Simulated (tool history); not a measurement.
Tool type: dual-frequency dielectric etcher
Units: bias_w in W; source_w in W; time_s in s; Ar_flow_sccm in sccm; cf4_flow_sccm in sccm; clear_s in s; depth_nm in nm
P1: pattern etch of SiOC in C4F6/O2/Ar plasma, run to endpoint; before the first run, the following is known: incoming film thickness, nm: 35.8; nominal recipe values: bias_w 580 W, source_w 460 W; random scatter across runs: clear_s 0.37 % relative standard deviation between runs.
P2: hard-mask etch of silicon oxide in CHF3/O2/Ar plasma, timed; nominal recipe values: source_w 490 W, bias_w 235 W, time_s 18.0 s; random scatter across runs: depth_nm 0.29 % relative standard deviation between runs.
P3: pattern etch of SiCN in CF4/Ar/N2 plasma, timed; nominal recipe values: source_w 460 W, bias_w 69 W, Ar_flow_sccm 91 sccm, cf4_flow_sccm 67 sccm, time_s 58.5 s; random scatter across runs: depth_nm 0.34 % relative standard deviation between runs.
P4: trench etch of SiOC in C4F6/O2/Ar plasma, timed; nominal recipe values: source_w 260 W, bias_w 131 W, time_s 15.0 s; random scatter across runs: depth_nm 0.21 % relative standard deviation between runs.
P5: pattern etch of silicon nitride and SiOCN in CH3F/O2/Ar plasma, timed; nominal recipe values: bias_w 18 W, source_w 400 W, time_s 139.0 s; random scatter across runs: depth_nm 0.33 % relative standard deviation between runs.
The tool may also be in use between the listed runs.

run	hour	process	bias_w	source_w	time_s	Ar_flow_sccm	cf4_flow_sccm	hours since the last wet clean	hours since the last bias power generator calibration	hours since the last source power generator calibration	clear_s	depth_nm
1	12.2	P1	580	460				324.3	1019.1	691.8	10.8450	
2	21.5	P1	580	460				333.6	1028.4	701.1	10.6990	
3	29.3	P1	698	580				341.4	1036.2	708.9	9.2376	
4	42.3	P1	701	570				354.4	1049.2	721.9	9.2865	
5	54.8	P1	736	340				366.9	1061.7	734.4	10.9870	
6	65.8	P1	580	460				377.9	1072.7	745.4	10.7130	
7	77.6	P1	580	610				389.7	1084.5	757.2	9.7063	
# hour 81.7: source power generator calibrated
8	85.1	P5	18	400	139.0			397.2	1092.0	3.4		16.746
9	97.0	P4	131	260	15.0			409.1	1103.9	15.3		22.980
10	104.7	P5	18	500	139.0			416.8	1111.6	23.0		18.163
11	115.8	P1	580	460				427.9	1122.7	34.1	10.7400	
12	127.5	P5	18	400	104.0			439.6	1134.4	45.8		12.462
13	133.8	P3	69	460	32.0	91	67	445.9	1140.7	52.1		27.531
14	146.4	P2	235	620	18.0			458.5	1153.3	64.7		39.198
15	154.2	P3	69	350	58.5	91	67	466.3	1161.1	72.5		39.648
16	166.5	P5	24	400	139.0			478.6	1173.4	84.8		18.916
17	179.3	P1	745	460				491.4	1186.2	97.6	9.7665	
18	191.4	P2	235	490	24.0			503.5	1198.3	109.7		47.841
19	202.4	P4	131	260	15.0			514.5	1209.3	120.7		23.028
20	211.0	P2	290	490	18.0			523.1	1217.9	129.3		38.908
21	221.0	P3	69	460	58.5	91	67	533.1	1227.9	139.3		50.660
22	227.9	P1	580	460				540.0	1234.8	146.2	10.7040	
23	233.7	P2	235	490	18.0			545.8	1240.6	152.0		36.019
24	240.9	P1	580	370				553.0	1247.8	159.2	11.7240	
25	252.5	P4	131	190	15.0			564.6	1259.4	170.8		20.386
26	262.7	P3	69	460	58.5	91	82	574.8	1269.6	181.0		51.773
27	273.0	P4	131	260	22.5			585.1	1279.9	191.3		34.683
28	284.1	P1	580	460				596.2	1291.0	202.4	10.7870	
29	290.6	P4	182	260	15.0			602.7	1297.5	208.9		25.476
30	298.3	P3	69	460	58.5	124	67	610.4	1305.2	216.6		48.063
31	308.6	P3	41	460	58.5	91	67	620.7	1315.5	226.9		42.681
32	317.6	P1	344	460				629.7	1324.5	235.9	13.0490	
33	325.2	P2	235	490	18.0			637.3	1332.1	243.5		35.882
34	337.4	P1	580	460				649.5	1344.3	255.7	10.8100	
35	344.5	P1	580	460				656.6	1351.4	262.8	10.9010	
36	355.8	P1	580	460				667.9	1362.7	274.1	10.9730	
37	362.7	P1	580	460				674.8	1369.6	281.0	10.9070	
38	369.2	P1	580	460				681.3	1376.1	287.5	10.9440	
# hour 375.3: wet clean of the chamber
39	376.6	P1	580	460				1.3	1383.5	294.9	10.9390	
40	383.5	P1	580	460				8.2	1390.4	301.8	10.9840	
41	389.7	P1	580	460				14.4	1396.6	308.0	10.9840	

Something has made what P1 gives creep away from where it was; the 2 causes below, each at its own stated size, fit the log equally well:
A: source power that arrives under what is set, % = 4.89
B: bias power that arrives under what is set, % = 4.76
The process output started creeping at around hour 337.4.
Ruled out, with reasons:
chamber walls in a state that lowers the etch rate, %: serviced at hour 375.3, after the drift had started, without restoring the earlier output

Below are 4 check runs, each on a single wafer, with their results shown as question marks. Which of them would tell the listed causes apart, meaning the causes would give clearly different results under it?
check 1	395.9	P3	69	460	58.5	91	67					?
check 2	395.9	P5	18	400	139.0							?
check 3	395.9	P2	235	490	18.0							?
check 4	395.9	P4	131	260	15.0							?

Check results expected under each cause:
check	result	if A	if B
check 1	depth_nm	48.245	49.595
check 2	depth_nm	16.400	16.352
check 3	depth_nm	35.403	35.454
check 4	depth_nm	22.583	22.694
Gap, in per cent, between the two causes that each check separates least, read from the result that separates them most: check 1 2.76 %; check 2 0.29 %; check 3 0.14 %; check 4 0.49 %
Only check 1 tells the causes apart: in the others they would give nearly the same result.

The results of check 1 are: depth_nm 49.764 nm. Based on these, which of the listed causes is it?

It is B: bias power that arrives under what is set, %.
